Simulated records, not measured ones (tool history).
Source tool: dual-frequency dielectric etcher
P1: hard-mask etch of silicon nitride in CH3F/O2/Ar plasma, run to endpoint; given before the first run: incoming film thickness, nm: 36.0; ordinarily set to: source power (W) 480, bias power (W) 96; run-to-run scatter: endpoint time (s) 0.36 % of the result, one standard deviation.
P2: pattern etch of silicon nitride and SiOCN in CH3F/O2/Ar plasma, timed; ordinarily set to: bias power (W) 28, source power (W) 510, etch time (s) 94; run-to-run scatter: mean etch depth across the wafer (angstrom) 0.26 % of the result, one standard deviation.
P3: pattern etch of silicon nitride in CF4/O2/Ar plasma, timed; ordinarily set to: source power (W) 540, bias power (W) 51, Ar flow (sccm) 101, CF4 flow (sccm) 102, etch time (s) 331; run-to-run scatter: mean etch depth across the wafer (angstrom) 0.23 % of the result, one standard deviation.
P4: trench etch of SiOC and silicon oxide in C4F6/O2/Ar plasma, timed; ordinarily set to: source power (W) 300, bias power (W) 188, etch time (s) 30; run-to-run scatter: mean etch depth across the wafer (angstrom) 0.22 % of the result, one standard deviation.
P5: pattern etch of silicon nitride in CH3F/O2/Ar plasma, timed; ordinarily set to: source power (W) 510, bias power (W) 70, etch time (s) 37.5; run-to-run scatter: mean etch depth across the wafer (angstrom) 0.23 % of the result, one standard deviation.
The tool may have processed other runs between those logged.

run   hour  process that ran  source power (W)  bias power (W)  etch time (s)  Ar flow (sccm)  CF4 flow (sccm)  hours since the last wet clean  hours since the last source power generator calibration  hours since the last bias power generator calibration  endpoint time (s)  mean etch depth across the wafer (angstrom)
  1    7.3                P1               480              96                                                                           253.2                                                     2131                                                  611.6             42.647
  2   11.5                P1               480              96                                                                           257.4                                                   2135.2                                                  615.8             42.577
  3   16.7                P1               390             115                                                                           262.6                                                   2140.4                                                    621             43.255
  4   24.5                P1               480             136                                                                           270.4                                                   2148.2                                                  628.8             37.643
  5     32                P4               300             188           39.5                                                            277.9                                                   2155.7                                                  636.3                                                          689.59
  6   36.6                P4               400             188             30                                                            282.5                                                   2160.3                                                  640.9                                                          584.56
  7     41                P3               540              51            331             101              102                           286.9                                                   2164.7                                                  645.3                                                          6804.2
  8   47.5                P2               510              23             94                                                            293.4                                                   2171.2                                                  651.8                                                          140.99
  9   51.8                P1               480              96                                                                           297.7                                                   2175.5                                                  656.1             42.864
 10   56.6                P3               540              51            331             101               79                           302.5                                                   2180.3                                                  660.9                                                          6595.9
 11   63.3                P5               510              70             23                                                            309.2                                                     2187                                                  667.6                                                           171.1
 12   69.6                P5               510              43           37.5                                                            315.5                                                   2193.3                                                  673.9                                                             240
      69.7  -- bias power generator calibrated
 13   77.2                P3               540              41            331             101              102                           323.1                                                   2200.9                                                    7.6                                                          6293.1
 14   84.4                P3               540              51          487.5             101              102                           330.3                                                   2208.1                                                   14.8                                                          9993.4
 15   88.9                P4               300             188             30                                                            334.8                                                   2212.6                                                   19.3                                                          523.29
 16   93.5                P5               510              70           37.5                                                            339.4                                                   2217.2                                                   23.9                                                          278.56
 17  101.1                P3               320              51            331             101              102                             347                                                   2224.8                                                   31.5                                                          4317.5
 18  106.3                P2               710              28             94                                                            352.2                                                     2230                                                   36.7                                                          172.54
     112.8  -- source power generator calibrated
 19  114.1                P2               510              28            140                                                              360                                                      1.4                                                   44.5                                                          229.97
 20  119.2                P1               480              78                                                                           365.1                                                      6.5                                                   49.6             45.587
 21    126                P5               700              70           37.5                                                            371.9                                                     13.3                                                   56.4                                                          314.28
 22  133.8                P1               480              96                                                                           379.7                                                     21.1                                                   64.2             42.848
 23  141.4                P2               510              28             94                                                            387.3                                                     28.7                                                   71.8                                                          153.87
 24  145.3                P1               480              96                                                                           391.2                                                     32.6                                                   75.7              42.57
 25  152.6                P4               300             262             30                                                            398.5                                                     39.9                                                     83                                                          586.29
 26  157.7                P3               540              51            331              77              102                           403.6                                                       45                                                   88.1                                                          7012.6
 27  164.5                P1               320              96                                                                           410.4                                                     51.8                                                   94.9             50.012
 28  171.8                P1               600              96                                                                           417.7                                                     59.1                                                  102.2              39.07
 29  178.9                P1               600             119                                                                           424.8                                                     66.2                                                  109.3             36.434
 30  184.5                P1               630              65                                                                           430.4                                                     71.8                                                  114.9             43.907
 31  190.4                P1               480              96                                                                           436.3                                                     77.7                                                  120.8             42.527
 32  197.7                P3               540              51            331             101              102                           443.6                                                       85                                                  128.1                                                          6836.3
 33    204                P1               480              96                                                                           449.9                                                     91.3                                                  134.4             42.579
 34  208.3                P1               480              96                                                                           454.2                                                     95.6                                                  138.7             43.089
 35    216                P1               480              96                                                                           461.9                                                    103.3                                                  146.4             43.412
 36  219.6                P1               480              96                                                                           465.5                                                    106.9                                                    150             43.253
 37  226.8                P1               480              96                                                                           472.7                                                    114.1                                                  157.2             43.408
     228.9  -- wet clean of the chamber
 38  232.2                P1               480              96                                                                             3.3                                                    119.5                                                  162.6             43.274
 39  236.2                P1               480              96                                                                             7.3                                                    123.5                                                  166.6              43.63
 40  244.1                P1               480              96                                                                            15.2                                                    131.4                                                  174.5             43.464
 41  248.4                P1               480              96                                                                            19.5                                                    135.7                                                  178.8             43.801
 42  255.1                P1               480              96                                                                            26.2                                                    142.4                                                  185.5             43.272

Something has made what P1 gives creep away from where it was; the 2 causes below, each at its own stated size, fit the log equally well:
A: bias power that arrives under what is set, % = 4.87
B: source power that arrives under what is set, % = 4.66
The onset of the drift is placed at about hour 204.
Each remaining cause and why it is not a fit:
chamber walls in a state that lowers the etch rate, %: its service at hour 228.9 followed the start of the drift and did not put the process back to its old value

The check runs listed below each take one wafer, and their results are still question marks. Under which run would the listed causes lead to clearly different results?
check 1  261.8                P3               340              51            331             101              102                                                                                                                                                                                                               ?
check 2  261.8                P4               300             250             30                                                                                                                                                                                                                                                ?
check 3  261.8                P5               510              60           37.5                                                                                                                                                                                                                                                ?
check 4  261.8                P2               690              28             94                                                                                                                                                                                                                                                ?

Predicted outcomes, by check and by cause:
  check                                       result    if A    if B
check 1  mean etch depth across the wafer (angstrom)  4464.5  4366.1
check 2  mean etch depth across the wafer (angstrom)   566.7  566.14
check 3  mean etch depth across the wafer (angstrom)  260.86  260.21
check 4  mean etch depth across the wafer (angstrom)   166.8  167.78
How far apart the two closest causes lie, in the result that separates them most: check 1 2.23 %; check 2 0.1 %; check 3 0.25 %; check 4 0.58 %
The causes can be told apart only by check 1. The other checks would give nearly the same results under each of them.

Check 1 has now been run. It gave: mean etch depth across the wafer (angstrom) 4381.2. Which of the candidate causes is it?

The cause is B: source power that arrives under what is set, %.

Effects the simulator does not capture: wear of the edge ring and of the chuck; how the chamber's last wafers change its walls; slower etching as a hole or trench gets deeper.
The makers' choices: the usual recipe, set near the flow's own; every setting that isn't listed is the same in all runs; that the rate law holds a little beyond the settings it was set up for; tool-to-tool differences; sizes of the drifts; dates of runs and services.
